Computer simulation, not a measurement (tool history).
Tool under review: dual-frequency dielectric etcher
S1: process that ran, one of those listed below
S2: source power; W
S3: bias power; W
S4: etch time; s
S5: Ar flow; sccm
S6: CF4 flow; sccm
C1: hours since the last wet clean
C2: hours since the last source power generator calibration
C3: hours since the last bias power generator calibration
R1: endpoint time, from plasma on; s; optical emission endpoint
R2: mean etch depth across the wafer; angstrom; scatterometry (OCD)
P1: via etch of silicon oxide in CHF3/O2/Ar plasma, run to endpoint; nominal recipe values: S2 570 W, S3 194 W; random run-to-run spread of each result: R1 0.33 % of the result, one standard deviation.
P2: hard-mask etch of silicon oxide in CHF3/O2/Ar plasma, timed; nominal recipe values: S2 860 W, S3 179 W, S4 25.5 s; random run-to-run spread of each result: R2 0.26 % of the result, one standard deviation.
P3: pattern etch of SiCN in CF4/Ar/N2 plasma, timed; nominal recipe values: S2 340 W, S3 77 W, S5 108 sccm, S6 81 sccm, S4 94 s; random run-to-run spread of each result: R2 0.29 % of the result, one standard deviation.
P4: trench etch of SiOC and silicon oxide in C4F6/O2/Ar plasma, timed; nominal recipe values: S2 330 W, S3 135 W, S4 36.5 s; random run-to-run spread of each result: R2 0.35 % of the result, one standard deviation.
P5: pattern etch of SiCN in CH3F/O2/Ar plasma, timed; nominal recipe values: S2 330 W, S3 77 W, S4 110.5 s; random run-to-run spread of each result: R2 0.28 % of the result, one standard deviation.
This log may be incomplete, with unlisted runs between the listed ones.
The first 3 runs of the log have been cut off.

{"run": 4, "day": 1.221, "S1": "P4", "S2": 330, "S3": 184, "S4": 36.5, "C1": 227.6, "C2": 3595, "C3": 3039.7, "R2": 667.92}
{"run": 5, "day": 1.571, "S1": "P3", "S2": 340, "S3": 53, "S4": 94, "S5": 108, "S6": 81, "C1": 236, "C2": 3603.4, "C3": 3048.1, "R2": 563.86}
{"day": 1.725, "done": "source power generator calibrated"}
{"run": 6, "day": 1.812, "S1": "P3", "S2": 340, "S3": 77, "S4": 94, "S5": 108, "S6": 114, "C1": 241.8, "C2": 2.1, "C3": 3053.9, "R2": 669.32}
{"run": 7, "day": 2.175, "S1": "P1", "S2": 570, "S3": 194, "C1": 250.5, "C2": 10.8, "C3": 3062.6, "R1": 207}
{"run": 8, "day": 2.521, "S1": "P5", "S2": 330, "S3": 77, "S4": 72.5, "C1": 258.8, "C2": 19.1, "C3": 3070.9, "R2": 262.03}
{"run": 9, "day": 2.742, "S1": "P5", "S2": 330, "S3": 77, "S4": 110.5, "C1": 264.1, "C2": 24.4, "C3": 3076.2, "R2": 398.13}
{"run": 10, "day": 2.971, "S1": "P4", "S2": 220, "S3": 135, "S4": 36.5, "C1": 269.6, "C2": 29.9, "C3": 3081.7, "R2": 511.22}
{"run": 11, "day": 3.283, "S1": "P1", "S2": 570, "S3": 194, "C1": 277.1, "C2": 37.4, "C3": 3089.2, "R1": 209.12}
{"run": 12, "day": 3.658, "S1": "P2", "S2": 860, "S3": 125, "S4": 25.5, "C1": 286.1, "C2": 46.4, "C3": 3098.2, "R2": 512.68}
{"run": 13, "day": 3.846, "S1": "P5", "S2": 330, "S3": 77, "S4": 110.5, "C1": 290.6, "C2": 50.9, "C3": 3102.7, "R2": 398.7}
{"day": 4.017, "done": "bias power generator calibrated"}
{"run": 14, "day": 4.117, "S1": "P3", "S2": 340, "S3": 77, "S4": 94, "S5": 108, "S6": 81, "C1": 297.1, "C2": 57.4, "C3": 2.4, "R2": 641.43}
{"run": 15, "day": 4.354, "S1": "P5", "S2": 330, "S3": 57, "S4": 110.5, "C1": 302.8, "C2": 63.1, "C3": 8.1, "R2": 360.08}
{"run": 16, "day": 4.692, "S1": "P3", "S2": 340, "S3": 77, "S4": 94, "S5": 86, "S6": 81, "C1": 310.9, "C2": 71.2, "C3": 16.2, "R2": 657.2}
{"run": 17, "day": 5.062, "S1": "P2", "S2": 860, "S3": 179, "S4": 20, "C1": 319.8, "C2": 80.1, "C3": 25.1, "R2": 450.68}
{"run": 18, "day": 5.288, "S1": "P1", "S2": 760, "S3": 159, "C1": 325.2, "C2": 85.5, "C3": 30.5, "R1": 198.69}
{"run": 19, "day": 5.492, "S1": "P1", "S2": 570, "S3": 158, "C1": 330.1, "C2": 90.4, "C3": 35.4, "R1": 221.52}
{"run": 20, "day": 5.679, "S1": "P1", "S2": 720, "S3": 194, "C1": 334.6, "C2": 94.9, "C3": 39.9, "R1": 189.27}
{"run": 21, "day": 5.896, "S1": "P1", "S2": 570, "S3": 256, "C1": 339.8, "C2": 100.1, "C3": 45.1, "R1": 188.52}
{"run": 22, "day": 6.3, "S1": "P2", "S2": 1070, "S3": 179, "S4": 25.5, "C1": 349.5, "C2": 109.8, "C3": 54.8, "R2": 626.39}
{"run": 23, "day": 6.558, "S1": "P1", "S2": 570, "S3": 194, "C1": 355.7, "C2": 116, "C3": 61, "R1": 206.86}
{"run": 24, "day": 6.754, "S1": "P3", "S2": 340, "S3": 77, "S4": 51.5, "S5": 108, "S6": 81, "C1": 360.4, "C2": 120.7, "C3": 65.7, "R2": 349.25}
{"run": 25, "day": 7.088, "S1": "P2", "S2": 860, "S3": 179, "S4": 25.5, "C1": 368.4, "C2": 128.7, "C3": 73.7, "R2": 573.9}
{"run": 26, "day": 7.475, "S1": "P3", "S2": 430, "S3": 77, "S4": 94, "S5": 108, "S6": 81, "C1": 377.7, "C2": 138, "C3": 83, "R2": 787.29}
{"run": 27, "day": 7.838, "S1": "P5", "S2": 450, "S3": 77, "S4": 110.5, "C1": 386.4, "C2": 146.7, "C3": 91.7, "R2": 445.91}
{"run": 28, "day": 8.142, "S1": "P1", "S2": 450, "S3": 194, "C1": 393.7, "C2": 154, "C3": 99, "R1": 227.47}

Forecast run 29:
{"run": 29, "day": 8.475, "S1": "P1", "S2": 570, "S3": 194, "C1": 401.7, "C2": 162, "C3": 107, "R1": "?"}

Run 29 produced R1 207.67 s.

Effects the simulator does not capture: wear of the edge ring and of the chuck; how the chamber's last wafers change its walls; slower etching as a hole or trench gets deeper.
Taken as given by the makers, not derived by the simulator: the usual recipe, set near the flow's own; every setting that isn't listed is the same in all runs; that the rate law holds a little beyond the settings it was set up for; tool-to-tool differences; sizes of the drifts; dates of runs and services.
